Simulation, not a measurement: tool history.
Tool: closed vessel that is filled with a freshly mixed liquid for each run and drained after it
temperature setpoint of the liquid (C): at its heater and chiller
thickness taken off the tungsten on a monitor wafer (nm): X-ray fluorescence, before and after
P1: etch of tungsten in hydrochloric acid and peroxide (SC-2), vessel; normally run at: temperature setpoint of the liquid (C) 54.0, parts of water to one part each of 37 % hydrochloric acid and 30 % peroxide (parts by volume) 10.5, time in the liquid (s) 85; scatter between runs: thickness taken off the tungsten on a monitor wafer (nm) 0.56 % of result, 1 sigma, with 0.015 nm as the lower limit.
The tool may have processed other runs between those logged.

| run | hour | temperature setpoint of the liquid (C) | parts of water to one part each of 37 % hydrochloric acid and 30 % peroxide (parts by volume) | time in the liquid (s) | hours since the thermometer was replaced | hours since the chemicals flow meter was replaced | hours since the drum of peroxide was connected | thickness taken off the tungsten on a monitor wafer (nm) |
|---|---|---|---|---|---|---|---|---|
| 1 | 15.1 | 54.0 | 10.5 | 85 | 508.8 | 521.1 | 850.8 | 24.4720 |
| 2 | 31.1 | 54.0 | 10.5 | 85 | 524.8 | 537.1 | 866.8 | 24.7670 |
| 3 | 41.8 | 70.5 | 10.5 | 85 | 535.5 | 547.8 | 877.5 | 68.5840 |
| 4 | 55.3 | 54.0 | 4.5 | 30 | 549.0 | 561.3 | 891.0 | 16.5850 |
| 5 | 71.8 | 54.0 | 10.5 | 30 | 565.5 | 577.8 | 907.5 | 8.6718 |
| 6 | 82.3 | 54.0 | 18.5 | 85 | 576.0 | 588.3 | 918.0 | 14.9440 |
| 7 | 93.5 | 54.0 | 10.5 | 85 | 587.2 | 599.5 | 929.2 | 24.6330 |
| 8 | 102.7 | 41.5 | 10.5 | 85 | 596.4 | 608.7 | 938.4 | 10.5750 |
| 9 | 116.6 | 54.0 | 4.0 | 85 | 610.3 | 622.6 | 952.3 | 50.9280 |
| 10 | 128.0 | 54.0 | 10.5 | 85 | 621.7 | 634.0 | 963.7 | 24.5330 |
| 11 | 141.7 | 54.0 | 10.5 | 165 | 635.4 | 647.7 | 977.4 | 48.0270 |
| 12 | 149.2 | 54.0 | 10.5 | 85 | 642.9 | 655.2 | 984.9 | 24.6770 |
| 13 | 163.0 | 54.0 | 10.5 | 85 | 656.7 | 669.0 | 998.7 | 24.5770 |
| 14 | 177.0 | 54.0 | 10.5 | 85 | 670.7 | 683.0 | 1012.7 | 23.7610 |
| 15 | 186.5 | 54.0 | 10.5 | 85 | 680.2 | 692.5 | 1022.2 | 23.4540 |
| 16 | 201.5 | 54.0 | 10.5 | 85 | 695.2 | 707.5 | 1037.2 | 22.9690 |
|  | 203.4 | new drum of peroxide connected |
| 17 | 210.8 | 54.0 | 10.5 | 85 | 704.5 | 716.8 | 7.4 | 22.9110 |
| 18 | 223.0 | 54.0 | 10.5 | 85 | 716.7 | 729.0 | 19.6 | 22.8700 |
| 19 | 236.6 | 54.0 | 10.5 | 85 | 730.3 | 742.6 | 33.2 | 22.7790 |
| 20 | 244.1 | 54.0 | 10.5 | 85 | 737.8 | 750.1 | 40.7 | 23.1710 |

What P1 gives has crept away from where it was. These 2 causes fit the log equally well, each at the size given:
A: liquid colder than its thermometer reads (K) = 1.13
B: chemicals flow below the setpoint (%) = 8.33
The creep began at about hour 163.0.
The rest of the possible causes, and what rules out each one:
peroxide weaker than its label (%): serviced at hour 203.4, after the drift had started, without restoring the earlier output

Which of the 4 check runs listed below, each an average over 5 wafers with its results shown as question marks, gives clearly different results under the different listed causes?
| check 1 | 251.6 | 69.0 | 10.5 | 30 |  |  |  | ? |
| check 2 | 251.6 | 47.0 | 10.5 | 85 |  |  |  | ? |
| check 3 | 251.6 | 42.0 | 4.0 | 85 |  |  |  | ? |
| check 4 | 251.6 | 54.0 | 16.5 | 160 |  |  |  | ? |

Predicted outcomes, by check and by cause:
| check | result | if A | if B |
|---|---|---|---|
| check 1 | thickness taken off the tungsten on a monitor wafer (nm) | 20.6330 | 20.5070 |
| check 2 | thickness taken off the tungsten on a monitor wafer (nm) | 14.3010 | 14.3510 |
| check 3 | thickness taken off the tungsten on a monitor wafer (nm) | 21.0480 | 21.4890 |
| check 4 | thickness taken off the tungsten on a monitor wafer (nm) | 29.0620 | 28.9420 |
Separation of the two closest causes in each check, using whichever result separates them best: check 1 0.61 %; check 2 0.35 %; check 3 2.08 %; check 4 0.41 %
Only in check 3 would the causes give clearly different results; in the remaining checks their results would be nearly the same.

Check 3 was carried out, with these results: thickness taken off the tungsten on a monitor wafer (nm) 21.0750. Which of the listed causes is responsible?

It is A: liquid colder than its thermometer reads (K).
